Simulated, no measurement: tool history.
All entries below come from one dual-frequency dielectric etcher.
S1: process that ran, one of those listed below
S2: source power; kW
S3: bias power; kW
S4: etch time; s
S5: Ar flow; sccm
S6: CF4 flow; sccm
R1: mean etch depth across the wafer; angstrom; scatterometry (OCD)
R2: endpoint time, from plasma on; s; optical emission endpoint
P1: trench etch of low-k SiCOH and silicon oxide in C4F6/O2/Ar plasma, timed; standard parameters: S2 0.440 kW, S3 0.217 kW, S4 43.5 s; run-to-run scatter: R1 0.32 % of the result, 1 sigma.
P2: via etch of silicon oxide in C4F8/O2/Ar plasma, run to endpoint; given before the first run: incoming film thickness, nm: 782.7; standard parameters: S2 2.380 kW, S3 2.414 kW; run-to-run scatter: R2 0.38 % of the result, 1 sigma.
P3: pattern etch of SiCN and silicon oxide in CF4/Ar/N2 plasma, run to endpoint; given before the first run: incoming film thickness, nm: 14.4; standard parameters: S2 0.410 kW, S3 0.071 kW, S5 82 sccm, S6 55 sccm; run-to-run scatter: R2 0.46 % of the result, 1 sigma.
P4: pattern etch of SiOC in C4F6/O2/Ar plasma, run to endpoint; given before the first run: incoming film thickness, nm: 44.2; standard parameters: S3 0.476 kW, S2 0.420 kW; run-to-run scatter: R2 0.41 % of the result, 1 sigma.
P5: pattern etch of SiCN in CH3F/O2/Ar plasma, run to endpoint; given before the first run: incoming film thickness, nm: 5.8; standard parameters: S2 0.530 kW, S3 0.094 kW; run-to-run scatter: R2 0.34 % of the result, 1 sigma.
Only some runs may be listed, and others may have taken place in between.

run 1 hour=11.4 | S1=P1 S2=0.440 S3=0.217 S4=43.5 | R1=1493.4
run 2 hour=19.4 | S1=P3 S2=0.410 S3=0.071 S5=82 S6=55 | R2=17.603
run 3 hour=27.9 | S1=P4 S2=0.420 S3=0.306 | R2=17.448
run 4 hour=34.1 | S1=P3 S2=0.410 S3=0.071 S5=82 S6=69 | R2=17.083
run 5 hour=44.2 | S1=P2 S2=1.760 S3=2.414 | R2=153.400
run 6 hour=57.5 | S1=P4 S2=0.420 S3=0.476 | R2=14.799
run 7 hour=68.1 | S1=P1 S2=0.440 S3=0.217 S4=43.5 | R1=1494.1
run 8 hour=79.2 | S1=P2 S2=2.380 S3=3.122 | R2=126.640
run 9 hour=88.5 | S1=P5 S2=0.530 S3=0.113 | R2=11.706
run 10 hour=99.3 | S1=P3 S2=0.410 S3=0.071 S5=82 S6=55 | R2=17.656
run 11 hour=105.7 | S1=P1 S2=0.360 S3=0.217 S4=59.5 | R1=1895.0
-- hour=107.9 bias power generator calibrated
run 12 hour=114.1 | S1=P1 S2=0.330 S3=0.217 S4=43.5 | R1=1337.7
run 13 hour=121.4 | S1=P3 S2=0.520 S3=0.071 S5=82 S6=55 | R2=14.286
run 14 hour=133.0 | S1=P3 S2=0.410 S3=0.046 S5=82 S6=55 | R2=20.199
run 15 hour=142.1 | S1=P1 S2=0.440 S3=0.217 S4=60.5 | R1=2073.2
run 16 hour=154.6 | S1=P1 S2=0.440 S3=0.264 S4=43.5 | R1=1608.5
run 17 hour=164.9 | S1=P3 S2=0.410 S3=0.071 S5=56 S6=55 | R2=16.790
run 18 hour=177.0 | S1=P5 S2=0.530 S3=0.094 | R2=12.518
run 19 hour=188.0 | S1=P1 S2=0.440 S3=0.217 S4=43.5 | R1=1497.0
run 20 hour=195.3 | S1=P4 S2=0.560 S3=0.476 | R2=13.360
run 21 hour=205.5 | S1=P1 S2=0.440 S3=0.217 S4=30.0 | R1=1031.7
run 22 hour=211.8 | S1=P1 S2=0.440 S3=0.164 S4=43.5 | R1=1369.3
run 23 hour=223.6 | S1=P1 S2=0.440 S3=0.217 S4=43.5 | R1=1492.1
run 24 hour=233.8 | S1=P2 S2=2.380 S3=2.414 | R2=135.630
run 25 hour=241.0 | S1=P1 S2=0.440 S3=0.217 S4=43.5 | R1=1496.4
run 26 hour=250.1 | S1=P5 S2=0.430 S3=0.094 | R2=13.459
run 27 hour=259.4 | S1=P2 S2=2.380 S3=2.414 | R2=135.380
run 28 hour=266.4 | S1=P1 S2=0.580 S3=0.217 S4=43.5 | R1=1649.2
run 29 hour=276.5 | S1=P1 S2=0.440 S3=0.217 S4=43.5 | R1=1493.1
run 30 hour=282.5 | S1=P1 S2=0.440 S3=0.217 S4=43.5 | R1=1496.5
run 31 hour=294.2 | S1=P1 S2=0.440 S3=0.217 S4=43.5 | R1=1480.1
run 32 hour=305.9 | S1=P1 S2=0.440 S3=0.217 S4=43.5 | R1=1481.9
run 33 hour=313.2 | S1=P1 S2=0.440 S3=0.217 S4=43.5 | R1=1477.3
-- hour=318.1 wet clean of the chamber
run 34 hour=319.2 | S1=P1 S2=0.440 S3=0.217 S4=43.5 | R1=1473.4
run 35 hour=325.9 | S1=P1 S2=0.440 S3=0.217 S4=43.5 | R1=1471.4
run 36 hour=338.3 | S1=P1 S2=0.440 S3=0.217 S4=43.5 | R1=1480.9
run 37 hour=344.5 | S1=P1 S2=0.440 S3=0.217 S4=43.5 | R1=1474.0
run 38 hour=356.4 | S1=P1 S2=0.440 S3=0.217 S4=43.5 | R1=1472.3
run 39 hour=363.4 | S1=P1 S2=0.440 S3=0.217 S4=43.5 | R1=1476.4

P1 has crept away from where it was. The log is fitted equally well by each of these 2 causes, at the sizes shown:
A: source power that arrives under what is set, % = 4.1
B: bias power that arrives under what is set, % = 4.85
Onset of the creep was near hour 282.5.
Why every other cause is out:
chamber walls in a state that lowers the etch rate, %: maintenance at hour 318.1, after the shift began, did not return the process to its former output

Which of the 4 check runs listed below, each an average over 3 wafers with its results shown as question marks, gives clearly different results under the different listed causes?
run check 1 hour=370.4 | S1=P5 S2=0.530 S3=0.094 | R2=?
run check 2 hour=370.4 | S1=P3 S2=0.410 S3=0.071 S5=82 S6=55 | R2=?
run check 3 hour=370.4 | S1=P4 S2=0.420 S3=0.476 | R2=?
run check 4 hour=370.4 | S1=P2 S2=2.380 S3=2.414 | R2=?

Expected result of each check under each candidate cause:
check=check_1 result=R2 if_A=12.680 if_B=12.712
check=check_2 result=R2 if_A=18.265 if_B=17.903
check=check_3 result=R2 if_A=15.069 if_B=15.112
check=check_4 result=R2 if_A=138.260 if_B=137.980
Per check, the gap between the least separated pair of causes, taken in the result that splits them most: check 1 0.25 %; check 2 2 %; check 3 0.28 %; check 4 0.21 %
Check 2 is the one run that separates the causes; every other check would come out nearly the same whichever cause is at work.

Check 2 was carried out, with these results: R2 17.950 s. Which of the listed causes is responsible?

Of the candidate causes, it is B: bias power that arrives under what is set, %.
